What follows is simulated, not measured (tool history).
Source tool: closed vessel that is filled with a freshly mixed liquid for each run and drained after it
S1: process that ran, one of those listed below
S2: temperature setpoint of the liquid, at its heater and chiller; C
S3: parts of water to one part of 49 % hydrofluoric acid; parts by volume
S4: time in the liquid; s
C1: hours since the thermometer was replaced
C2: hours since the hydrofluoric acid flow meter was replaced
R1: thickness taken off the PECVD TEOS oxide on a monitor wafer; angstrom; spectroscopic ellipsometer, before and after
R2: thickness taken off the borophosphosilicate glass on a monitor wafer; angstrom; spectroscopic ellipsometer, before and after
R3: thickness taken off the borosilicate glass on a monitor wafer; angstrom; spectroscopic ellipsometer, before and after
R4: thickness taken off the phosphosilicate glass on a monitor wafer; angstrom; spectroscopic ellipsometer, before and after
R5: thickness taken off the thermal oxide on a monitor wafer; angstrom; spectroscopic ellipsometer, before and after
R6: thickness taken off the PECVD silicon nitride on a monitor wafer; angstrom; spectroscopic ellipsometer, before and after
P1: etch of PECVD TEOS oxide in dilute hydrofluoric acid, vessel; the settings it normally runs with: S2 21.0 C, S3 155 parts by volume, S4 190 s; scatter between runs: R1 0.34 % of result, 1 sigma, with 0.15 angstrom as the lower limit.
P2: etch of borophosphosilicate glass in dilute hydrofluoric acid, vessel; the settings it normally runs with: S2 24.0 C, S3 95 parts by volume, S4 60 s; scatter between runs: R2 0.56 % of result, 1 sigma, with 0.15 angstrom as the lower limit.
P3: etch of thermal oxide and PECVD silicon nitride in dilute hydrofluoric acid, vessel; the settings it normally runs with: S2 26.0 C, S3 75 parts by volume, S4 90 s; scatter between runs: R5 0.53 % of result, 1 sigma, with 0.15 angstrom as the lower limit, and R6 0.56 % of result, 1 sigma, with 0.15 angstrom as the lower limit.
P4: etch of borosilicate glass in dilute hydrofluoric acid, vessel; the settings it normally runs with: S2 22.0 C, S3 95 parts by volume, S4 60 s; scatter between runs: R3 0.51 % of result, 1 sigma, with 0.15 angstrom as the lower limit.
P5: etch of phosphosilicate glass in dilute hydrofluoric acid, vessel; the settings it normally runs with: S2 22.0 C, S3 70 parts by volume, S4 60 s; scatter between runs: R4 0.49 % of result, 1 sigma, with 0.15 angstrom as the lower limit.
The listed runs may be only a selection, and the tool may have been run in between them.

run,hour,S1,S2,S3,S4,C1,C2,R1,R2,R3,R4,R5,R6
1,3.3,P1,21.0,155,190,844.3,423.8,186.51,,,,,
2,9.0,P2,24.0,135,60,850.0,429.5,,159.19,,,,
3,14.2,P1,21.0,255,190,855.2,434.7,102.99,,,,,
4,18.9,P4,22.0,95,30,859.9,439.4,,,53.081,,,
5,23.6,P1,21.0,155,190,864.6,444.1,186.36,,,,,
6,28.2,P4,17.5,95,60,869.2,448.7,,,86.959,,,
# hour 29.5: thermometer replaced
7,32.6,P5,22.0,70,60,3.1,453.1,,,,500.73,,
8,38.2,P1,17.0,155,330,8.7,458.7,276.48,,,,,
9,41.5,P4,22.0,95,60,12.0,462.0,,,104.790,,,
10,45.5,P5,22.0,45,60,16.0,466.0,,,,801.66,,
11,50.0,P5,22.0,70,60,20.5,470.5,,,,499.79,,
12,53.5,P5,22.0,70,100,24.0,474.0,,,,834.10,,
13,57.5,P2,30.5,95,60,28.0,478.0,,303.60,,,,
14,61.3,P1,17.0,155,190,31.8,481.8,158.30,,,,,
15,66.9,P1,21.0,155,190,37.4,487.4,185.23,,,,,
16,70.5,P3,26.0,40,90,41.0,491.0,,,,,127.140,105.190
17,76.2,P4,22.0,180,60,46.7,496.7,,,49.916,,,
18,81.5,P1,29.0,155,190,52.0,502.0,253.60,,,,,
19,85.2,P3,26.0,75,90,55.7,505.7,,,,,64.223,56.469
20,88.1,P1,21.0,155,190,58.6,508.6,188.20,,,,,
21,93.3,P5,17.5,70,60,63.8,513.8,,,,411.71,,
22,96.8,P1,21.0,155,290,67.3,517.3,285.96,,,,,
23,101.2,P2,24.0,95,60,71.7,521.7,,237.19,,,,
24,106.6,P1,21.0,65,190,77.1,527.1,491.48,,,,,
25,112.1,P3,30.5,75,90,82.6,532.6,,,,,76.122,76.130
26,116.1,P2,24.0,95,90,86.6,536.6,,352.80,,,,
27,120.7,P3,26.0,75,30,91.2,541.2,,,,,21.420,18.993
28,124.6,P1,21.0,155,55,95.1,545.1,53.94,,,,,
29,130.2,P1,21.0,155,190,100.7,550.7,186.46,,,,,
30,134.8,P1,21.0,155,190,105.3,555.3,191.88,,,,,
31,139.9,P1,21.0,155,190,110.4,560.4,195.15,,,,,
32,145.5,P1,21.0,155,190,116.0,566.0,196.98,,,,,
33,150.9,P1,21.0,155,190,121.4,571.4,199.31,,,,,
34,154.0,P1,21.0,155,190,124.5,574.5,199.42,,,,,
35,159.1,P1,21.0,155,190,129.6,579.6,199.78,,,,,
36,164.5,P1,21.0,155,190,135.0,585.0,200.07,,,,,
37,167.7,P1,21.0,155,190,138.2,588.2,202.06,,,,,
38,170.8,P1,21.0,155,190,141.3,591.3,202.36,,,,,
39,173.4,P1,21.0,155,190,143.9,593.9,202.22,,,,,
40,178.1,P1,21.0,155,190,148.6,598.6,201.61,,,,,

Compared with where it was, what P1 gives has crept away. Each cause listed below fits the log as well as the rest, at the size given for it:
A: liquid hotter than its thermometer reads (K) = 1.96
B: hydrofluoric acid flow above the setpoint (%) = 6.78
The process output started creeping at around hour 130.2.

Listed below are the offered check runs, one wafer per run, with question marks in place of results. For which of them would the causes give clearly different outcomes?
check 1,182.8,P3,26.0,75,90,,,,,,,?,?
check 2,182.8,P5,22.0,70,60,,,,,,?,,
check 3,182.8,P2,24.0,95,60,,,,?,,,,
check 4,182.8,P4,22.0,95,60,,,,,?,,,

Check results expected under each cause:
check,result,if A,if B
check 1,R5,69.107,68.752
check 1,R6,64.383,60.464
check 2,R4,542.12,537.21
check 3,R2,253.51,252.45
check 4,R3,113.360,112.690
Separation of the two closest causes in each check, using whichever result separates them best: check 1 6.28 %; check 2 0.91 %; check 3 0.42 %; check 4 0.59 %
The other checks would show nearly matching results whichever cause is true, so check 1 is the only one that separates the causes.

Check 1 was carried out, with these results: R5 68.920 angstrom; R6 64.751 angstrom. Which of the listed causes is responsible?

It was cause A: liquid hotter than its thermometer reads (K).
